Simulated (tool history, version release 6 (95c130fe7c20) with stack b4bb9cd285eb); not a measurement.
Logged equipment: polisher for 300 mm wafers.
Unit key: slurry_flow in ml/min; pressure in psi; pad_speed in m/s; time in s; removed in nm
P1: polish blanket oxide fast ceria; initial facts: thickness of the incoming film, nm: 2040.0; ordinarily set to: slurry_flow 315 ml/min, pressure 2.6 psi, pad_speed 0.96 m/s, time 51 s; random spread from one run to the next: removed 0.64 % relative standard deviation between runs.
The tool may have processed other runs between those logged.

run 1 hour=7.8 | slurry_flow=315 pressure=2.6 pad_speed=0.96 time=51 | removed=578.28
run 2 hour=16.8 | slurry_flow=315 pressure=2.6 pad_speed=0.96 time=51 | removed=586.13
run 3 hour=26.7 | slurry_flow=315 pressure=2.6 pad_speed=0.6 time=51 | removed=366.97
run 4 hour=36.2 | slurry_flow=315 pressure=2.6 pad_speed=0.96 time=77 | removed=880.27
run 5 hour=43.8 | slurry_flow=315 pressure=3.8 pad_speed=0.96 time=51 | removed=847.44
-- hour=47.2 slurry nozzle cleaned
run 6 hour=53.6 | slurry_flow=190 pressure=2.6 pad_speed=0.66 time=51 | removed=377.48
run 7 hour=62.3 | slurry_flow=315 pressure=2.6 pad_speed=0.96 time=23 | removed=261.12
run 8 hour=71.9 | slurry_flow=315 pressure=2.6 pad_speed=0.96 time=51 | removed=583.39
run 9 hour=82.7 | slurry_flow=315 pressure=2.6 pad_speed=1.52 time=51 | removed=920.61
run 10 hour=94.3 | slurry_flow=315 pressure=2.6 pad_speed=0.66 time=68 | removed=536.59
run 11 hour=101 | slurry_flow=315 pressure=1.6 pad_speed=0.96 time=51 | removed=359.91
run 12 hour=111 | slurry_flow=190 pressure=2.6 pad_speed=0.96 time=51 | removed=549.78
run 13 hour=119 | slurry_flow=315 pressure=2.6 pad_speed=0.96 time=51 | removed=583.81
run 14 hour=125.8 | slurry_flow=485 pressure=2.6 pad_speed=0.96 time=51 | removed=595.36
run 15 hour=139 | slurry_flow=315 pressure=2.6 pad_speed=0.96 time=51 | removed=581.82
run 16 hour=147.8 | slurry_flow=315 pressure=2.6 pad_speed=0.96 time=51 | removed=586.16
run 17 hour=158.7 | slurry_flow=315 pressure=2.6 pad_speed=0.96 time=51 | removed=576.84
run 18 hour=171.5 | slurry_flow=315 pressure=2.6 pad_speed=0.96 time=51 | removed=566.32
run 19 hour=182.5 | slurry_flow=315 pressure=2.6 pad_speed=0.96 time=51 | removed=565.88

Run 20 is up next; what results do you expect?
run 20 hour=193.7 | slurry_flow=315 pressure=2.6 pad_speed=0.96 time=51 | removed=?

Logged for run 20: removed 566.33 nm.
